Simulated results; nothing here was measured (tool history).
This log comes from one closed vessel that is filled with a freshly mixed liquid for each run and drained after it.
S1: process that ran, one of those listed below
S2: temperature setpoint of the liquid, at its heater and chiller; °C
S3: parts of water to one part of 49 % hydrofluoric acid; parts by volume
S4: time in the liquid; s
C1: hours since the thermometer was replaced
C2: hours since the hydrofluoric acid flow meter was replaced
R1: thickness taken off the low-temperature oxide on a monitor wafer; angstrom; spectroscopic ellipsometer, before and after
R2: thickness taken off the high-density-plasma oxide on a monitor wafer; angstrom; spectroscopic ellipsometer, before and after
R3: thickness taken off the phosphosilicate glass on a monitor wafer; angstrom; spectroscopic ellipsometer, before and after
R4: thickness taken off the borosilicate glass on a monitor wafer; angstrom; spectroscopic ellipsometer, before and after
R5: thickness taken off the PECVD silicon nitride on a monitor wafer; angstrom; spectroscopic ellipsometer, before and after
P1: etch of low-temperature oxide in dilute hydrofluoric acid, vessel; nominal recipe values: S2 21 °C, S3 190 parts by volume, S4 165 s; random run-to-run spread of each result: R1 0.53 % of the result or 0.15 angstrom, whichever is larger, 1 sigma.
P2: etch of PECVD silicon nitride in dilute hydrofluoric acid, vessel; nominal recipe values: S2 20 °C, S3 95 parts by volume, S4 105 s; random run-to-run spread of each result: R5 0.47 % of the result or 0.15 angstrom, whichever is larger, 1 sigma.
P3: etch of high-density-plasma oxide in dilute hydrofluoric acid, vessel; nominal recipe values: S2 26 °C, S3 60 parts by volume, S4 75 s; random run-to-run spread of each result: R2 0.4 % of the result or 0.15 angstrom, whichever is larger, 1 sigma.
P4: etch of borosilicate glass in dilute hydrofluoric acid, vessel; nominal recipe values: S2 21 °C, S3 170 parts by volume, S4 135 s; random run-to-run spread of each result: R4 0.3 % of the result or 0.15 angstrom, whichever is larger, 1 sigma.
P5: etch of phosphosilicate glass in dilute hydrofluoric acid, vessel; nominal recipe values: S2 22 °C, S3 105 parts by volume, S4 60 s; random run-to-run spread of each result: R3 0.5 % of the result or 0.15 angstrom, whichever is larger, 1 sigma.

| run | hour | S1 | S2 | S3 | S4 | C1 | C2 | R1 | R2 | R3 | R4 | R5 |
|---|---|---|---|---|---|---|---|---|---|---|---|---|
| 1 | 10.4 | P1 | 21 | 190 | 165 | 353.6 | 1177.7 | 128.37 |  |  |  |  |
| 2 | 20.9 | P3 | 26 | 60 | 75 | 364.1 | 1188.2 |  | 75.937 |  |  |  |
| 3 | 30.7 | P5 | 22 | 105 | 30 | 373.9 | 1198 |  |  | 337.41 |  |  |
| 4 | 44.7 | P4 | 17 | 170 | 135 | 387.9 | 1212 |  |  |  | 160.77 |  |
| 5 | 62.9 | P2 | 20 | 155 | 105 | 406.1 | 1230.2 |  |  |  |  | 29.694 |
| 6 | 78.2 | P3 | 19.5 | 60 | 75 | 421.4 | 1245.5 |  | 58.144 |  |  |  |
| 7 | 92.5 | P2 | 20 | 95 | 105 | 435.7 | 1259.8 |  |  |  |  | 47.849 |
| 8 | 106.2 | P1 | 21 | 190 | 165 | 449.4 | 1273.5 | 128.94 |  |  |  |  |
| 9 | 118.1 | P1 | 21 | 190 | 280 | 461.3 | 1285.4 | 218.34 |  |  |  |  |
| 10 | 134.9 | P5 | 17 | 105 | 60 | 478.1 | 1302.2 |  |  | 550.36 |  |  |
| 11 | 145.6 | P1 | 25.5 | 190 | 165 | 488.8 | 1312.9 | 152.99 |  |  |  |  |
| 12 | 160 | P5 | 22 | 180 | 60 | 503.2 | 1327.3 |  |  | 364.43 |  |  |
| 13 | 172.1 | P3 | 26 | 60 | 30 | 515.3 | 1339.4 |  | 30.02 |  |  |  |
| 14 | 188.3 | P2 | 17 | 95 | 105 | 531.5 | 1355.6 |  |  |  |  | 38.824 |
| 15 | 196.6 | P1 | 21 | 190 | 165 | 539.8 | 1363.9 | 128.6 |  |  |  |  |
| 16 | 210 | P1 | 21 | 190 | 30 | 553.2 | 1377.3 | 22.984 |  |  |  |  |
| 17 | 220.8 | P5 | 22 | 105 | 60 | 564 | 1388.1 |  |  | 669.98 |  |  |
| 18 | 232.6 | P1 | 17 | 190 | 165 | 575.8 | 1399.9 | 109.85 |  |  |  |  |
| 19 | 244.7 | P1 | 21 | 190 | 165 | 587.9 | 1412 | 127.83 |  |  |  |  |
| 20 | 253.3 | P2 | 20 | 95 | 30 | 596.5 | 1420.6 |  |  |  |  | 14.157 |
| 21 | 268.9 | P3 | 26 | 100 | 75 | 612.1 | 1436.2 |  | 42.943 |  |  |  |
| 22 | 282 | P1 | 21 | 190 | 165 | 625.2 | 1449.3 | 128.52 |  |  |  |  |
| 23 | 290.5 | P3 | 26 | 60 | 75 | 633.7 | 1457.8 |  | 75.568 |  |  |  |
| 24 | 308.1 | P4 | 21 | 65 | 135 | 651.3 | 1475.4 |  |  |  | 552.19 |  |
| 25 | 326.5 | P1 | 26 | 320 | 165 | 669.7 | 1493.8 | 80.582 |  |  |  |  |
| 26 | 344.1 | P1 | 21 | 190 | 165 | 687.3 | 1511.4 | 128.86 |  |  |  |  |

For run 27, what comes out?
|  | 348.3 | hydrofluoric acid flow meter replaced |
| 27 | 355.7 | P1 | 21 | 75 | 165 | 698.9 | 7.4 | ? |  |  |  |  |

R1: 372.66 angstrom

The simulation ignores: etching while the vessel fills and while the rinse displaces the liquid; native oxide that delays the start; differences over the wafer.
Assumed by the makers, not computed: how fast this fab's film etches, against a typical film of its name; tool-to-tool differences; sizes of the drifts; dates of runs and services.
